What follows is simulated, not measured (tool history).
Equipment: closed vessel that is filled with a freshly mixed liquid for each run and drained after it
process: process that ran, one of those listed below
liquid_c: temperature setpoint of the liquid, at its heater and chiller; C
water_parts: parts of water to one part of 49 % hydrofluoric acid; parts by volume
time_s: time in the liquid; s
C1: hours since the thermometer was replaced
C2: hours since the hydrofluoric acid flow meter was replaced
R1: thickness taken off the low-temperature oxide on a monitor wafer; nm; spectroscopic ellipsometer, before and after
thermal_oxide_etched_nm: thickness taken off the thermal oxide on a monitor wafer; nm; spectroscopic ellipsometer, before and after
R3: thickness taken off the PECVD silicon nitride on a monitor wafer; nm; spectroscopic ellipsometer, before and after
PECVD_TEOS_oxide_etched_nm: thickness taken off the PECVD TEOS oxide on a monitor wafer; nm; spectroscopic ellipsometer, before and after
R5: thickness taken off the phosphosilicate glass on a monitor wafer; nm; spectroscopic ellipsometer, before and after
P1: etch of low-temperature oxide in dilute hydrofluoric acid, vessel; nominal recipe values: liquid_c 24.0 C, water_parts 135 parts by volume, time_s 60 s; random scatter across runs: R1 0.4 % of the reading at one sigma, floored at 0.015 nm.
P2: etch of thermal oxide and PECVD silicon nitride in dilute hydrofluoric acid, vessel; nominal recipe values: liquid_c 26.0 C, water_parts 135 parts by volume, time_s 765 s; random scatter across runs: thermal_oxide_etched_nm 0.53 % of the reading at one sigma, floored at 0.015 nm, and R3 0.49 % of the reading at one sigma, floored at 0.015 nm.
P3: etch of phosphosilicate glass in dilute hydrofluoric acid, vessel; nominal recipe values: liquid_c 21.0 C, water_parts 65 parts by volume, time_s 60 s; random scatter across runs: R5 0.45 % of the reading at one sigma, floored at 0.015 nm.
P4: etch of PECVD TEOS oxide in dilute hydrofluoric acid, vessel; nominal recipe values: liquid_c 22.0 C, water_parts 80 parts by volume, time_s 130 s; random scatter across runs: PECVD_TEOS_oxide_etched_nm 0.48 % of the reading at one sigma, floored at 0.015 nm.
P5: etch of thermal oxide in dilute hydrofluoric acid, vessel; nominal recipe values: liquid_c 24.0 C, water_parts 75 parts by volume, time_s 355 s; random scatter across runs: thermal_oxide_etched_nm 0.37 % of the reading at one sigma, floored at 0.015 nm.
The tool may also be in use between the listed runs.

Run 1, hour 8.4: process P1, liquid_c 24.0 C, water_parts 135 parts by volume, time_s 60 s; C1 1468.2; C2 417.7. Result: R1 5.6031 nm.
Run 2, hour 20.7: process P2, liquid_c 26.0 C, water_parts 250 parts by volume, time_s 765 s; C1 1480.5; C2 430.0. Result: thermal_oxide_etched_nm 12.4040 nm, R3 19.582 nm.
Run 3, hour 33.4: process P1, liquid_c 19.0 C, water_parts 90 parts by volume, time_s 60 s; C1 1493.2; C2 442.7. Result: R1 7.2585 nm.
Run 4, hour 45.6: process P5, liquid_c 24.0 C, water_parts 75 parts by volume, time_s 355 s; C1 1505.4; C2 454.9. Result: thermal_oxide_etched_nm 22.7610 nm.
Run 5, hour 52.9: process P1, liquid_c 24.0 C, water_parts 135 parts by volume, time_s 60 s; C1 1512.7; C2 462.2. Result: R1 5.6767 nm.
At hour 56.4: hydrofluoric acid flow meter replaced.
Run 6, hour 58.5: process P1, liquid_c 24.0 C, water_parts 135 parts by volume, time_s 60 s; C1 1518.3; C2 2.1. Result: R1 5.5944 nm.
Run 7, hour 70.1: process P1, liquid_c 24.0 C, water_parts 235 parts by volume, time_s 60 s; C1 1529.9; C2 13.7. Result: R1 2.9173 nm.
Run 8, hour 77.6: process P5, liquid_c 24.0 C, water_parts 75 parts by volume, time_s 60 s; C1 1537.4; C2 21.2. Result: thermal_oxide_etched_nm 3.8769 nm.
Run 9, hour 88.0: process P1, liquid_c 24.0 C, water_parts 135 parts by volume, time_s 60 s; C1 1547.8; C2 31.6. Result: R1 5.6372 nm.
Run 10, hour 100.2: process P4, liquid_c 22.0 C, water_parts 80 parts by volume, time_s 130 s; C1 1560.0; C2 43.8. Result: PECVD_TEOS_oxide_etched_nm 12.8620 nm.
Run 11, hour 112.4: process P3, liquid_c 17.0 C, water_parts 65 parts by volume, time_s 60 s; C1 1572.2; C2 56.0. Result: R5 93.141 nm.
Run 12, hour 120.2: process P1, liquid_c 24.0 C, water_parts 20 parts by volume, time_s 60 s; C1 1580.0; C2 63.8. Result: R1 44.0980 nm.
Run 13, hour 131.1: process P2, liquid_c 26.0 C, water_parts 135 parts by volume, time_s 765 s; C1 1590.9; C2 74.7. Result: thermal_oxide_etched_nm 26.0910 nm, R3 36.225 nm.
Run 14, hour 139.9: process P1, liquid_c 19.0 C, water_parts 135 parts by volume, time_s 60 s; C1 1599.7; C2 83.5. Result: R1 4.6296 nm.
Run 15, hour 150.0: process P3, liquid_c 21.0 C, water_parts 100 parts by volume, time_s 60 s; C1 1609.8; C2 93.6. Result: R5 68.710 nm.
Run 16, hour 157.2: process P1, liquid_c 31.0 C, water_parts 135 parts by volume, time_s 60 s; C1 1617.0; C2 100.8. Result: R1 7.3035 nm.
Run 17, hour 163.2: process P1, liquid_c 24.0 C, water_parts 135 parts by volume, time_s 90 s; C1 1623.0; C2 106.8. Result: R1 8.4437 nm.
Run 18, hour 169.8: process P5, liquid_c 24.0 C, water_parts 20 parts by volume, time_s 355 s; C1 1629.6; C2 113.4. Result: thermal_oxide_etched_nm 92.1630 nm.
Run 19, hour 182.7: process P5, liquid_c 32.0 C, water_parts 75 parts by volume, time_s 355 s; C1 1642.5; C2 126.3. Result: thermal_oxide_etched_nm 31.2570 nm.
Run 20, hour 194.8: process P2, liquid_c 18.5 C, water_parts 135 parts by volume, time_s 765 s; C1 1654.6; C2 138.4. Result: thermal_oxide_etched_nm 19.1980 nm, R3 22.313 nm.
Run 21, hour 206.9: process P2, liquid_c 26.0 C, water_parts 135 parts by volume, time_s 255 s; C1 1666.7; C2 150.5. Result: thermal_oxide_etched_nm 8.6440 nm, R3 12.102 nm.
Run 22, hour 218.9: process P1, liquid_c 18.0 C, water_parts 65 parts by volume, time_s 60 s; C1 1678.7; C2 162.5. Result: R1 9.8829 nm.
Run 23, hour 228.7: process P4, liquid_c 22.0 C, water_parts 145 parts by volume, time_s 130 s; C1 1688.5; C2 172.3. Result: PECVD_TEOS_oxide_etched_nm 6.6122 nm.
Run 24, hour 234.8: process P3, liquid_c 21.0 C, water_parts 65 parts by volume, time_s 60 s; C1 1694.6; C2 178.4. Result: R5 109.490 nm.
Run 25, hour 247.5: process P3, liquid_c 21.0 C, water_parts 65 parts by volume, time_s 60 s; C1 1707.3; C2 191.1. Result: R5 110.610 nm.
Run 26, hour 259.0: process P1, liquid_c 24.0 C, water_parts 65 parts by volume, time_s 105 s; C1 1718.8; C2 202.6. Result: R1 22.3860 nm.
Run 27, hour 268.3: process P1, liquid_c 24.0 C, water_parts 135 parts by volume, time_s 60 s; C1 1728.1; C2 211.9. Result: R1 5.5974 nm.
Run 28, hour 276.7: process P4, liquid_c 17.0 C, water_parts 80 parts by volume, time_s 130 s; C1 1736.5; C2 220.3. Result: PECVD_TEOS_oxide_etched_nm 10.4570 nm.
Run 29, hour 288.8: process P3, liquid_c 21.0 C, water_parts 65 parts by volume, time_s 35 s; C1 1748.6; C2 232.4. Result: R5 63.949 nm.
Run 30, hour 297.8: process P1, liquid_c 24.0 C, water_parts 135 parts by volume, time_s 30 s; C1 1757.6; C2 241.4. Result: R1 2.8326 nm.
Run 31, hour 309.5: process P4, liquid_c 22.0 C, water_parts 80 parts by volume, time_s 250 s; C1 1769.3; C2 253.1. Result: PECVD_TEOS_oxide_etched_nm 24.8730 nm.
Run 32, hour 320.0: process P1, liquid_c 24.0 C, water_parts 135 parts by volume, time_s 60 s; C1 1779.8; C2 263.6. Result: R1 5.6589 nm.
Run 33, hour 328.9: process P1, liquid_c 24.0 C, water_parts 135 parts by volume, time_s 60 s; C1 1788.7; C2 272.5. Result: R1 5.8373 nm.
Run 34, hour 339.7: process P1, liquid_c 24.0 C, water_parts 135 parts by volume, time_s 60 s; C1 1799.5; C2 283.3. Result: R1 6.0143 nm.
Run 35, hour 350.7: process P1, liquid_c 24.0 C, water_parts 135 parts by volume, time_s 60 s; C1 1810.5; C2 294.3. Result: R1 6.0348 nm.
Run 36, hour 356.4: process P1, liquid_c 24.0 C, water_parts 135 parts by volume, time_s 60 s; C1 1816.2; C2 300.0. Result: R1 6.0749 nm.
Run 37, hour 364.6: process P1, liquid_c 24.0 C, water_parts 135 parts by volume, time_s 60 s; C1 1824.4; C2 308.2. Result: R1 6.0390 nm.
Run 38, hour 372.8: process P1, liquid_c 24.0 C, water_parts 135 parts by volume, time_s 60 s; C1 1832.6; C2 316.4. Result: R1 6.0738 nm.

What P1 gives has crept away from where it was. These 2 causes fit the log equally well, each at the size given:
A: hydrofluoric acid flow above the setpoint (%) = 6.45
B: liquid hotter than its thermometer reads (K) = 1.89
Creep in the process output first set in at about hour 320.0.

4 check runs are offered, one wafer each, their results left as question marks. Which one tells the causes apart?
Run check 1, hour 381.0: process P2, liquid_c 26.0 C, water_parts 135 parts by volume, time_s 425 s. Result: thermal_oxide_etched_nm ?, R3 ?.
Run check 2, hour 381.0: process P5, liquid_c 29.5 C, water_parts 75 parts by volume, time_s 80 s. Result: thermal_oxide_etched_nm ?.
Run check 3, hour 381.0: process P3, liquid_c 21.0 C, water_parts 95 parts by volume, time_s 60 s. Result: R5 ?.
Run check 4, hour 381.0: process P4, liquid_c 17.0 C, water_parts 80 parts by volume, time_s 180 s. Result: PECVD_TEOS_oxide_etched_nm ?.

Expected result of each check under each candidate cause:
  check                      result     if A     if B
check 1     thermal_oxide_etched_nm  15.5130  15.4880
check 1                          R3   21.468   22.736
check 2     thermal_oxide_etched_nm   6.8564   6.8776
check 3                          R5   78.116   78.691
check 4  PECVD_TEOS_oxide_etched_nm  15.5360  15.7280
Separation of the two closest causes in each check, using whichever result separates them best: check 1 5.74 %; check 2 0.31 %; check 3 0.73 %; check 4 1.23 %
The other checks would show nearly matching results whichever cause is true, so check 1 is the only one that separates the causes.

Check 1 has now been run. It gave: thermal_oxide_etched_nm 15.6060 nm; R3 22.694 nm. Which of the candidate causes is it?

The cause is B: liquid hotter than its thermometer reads (K).

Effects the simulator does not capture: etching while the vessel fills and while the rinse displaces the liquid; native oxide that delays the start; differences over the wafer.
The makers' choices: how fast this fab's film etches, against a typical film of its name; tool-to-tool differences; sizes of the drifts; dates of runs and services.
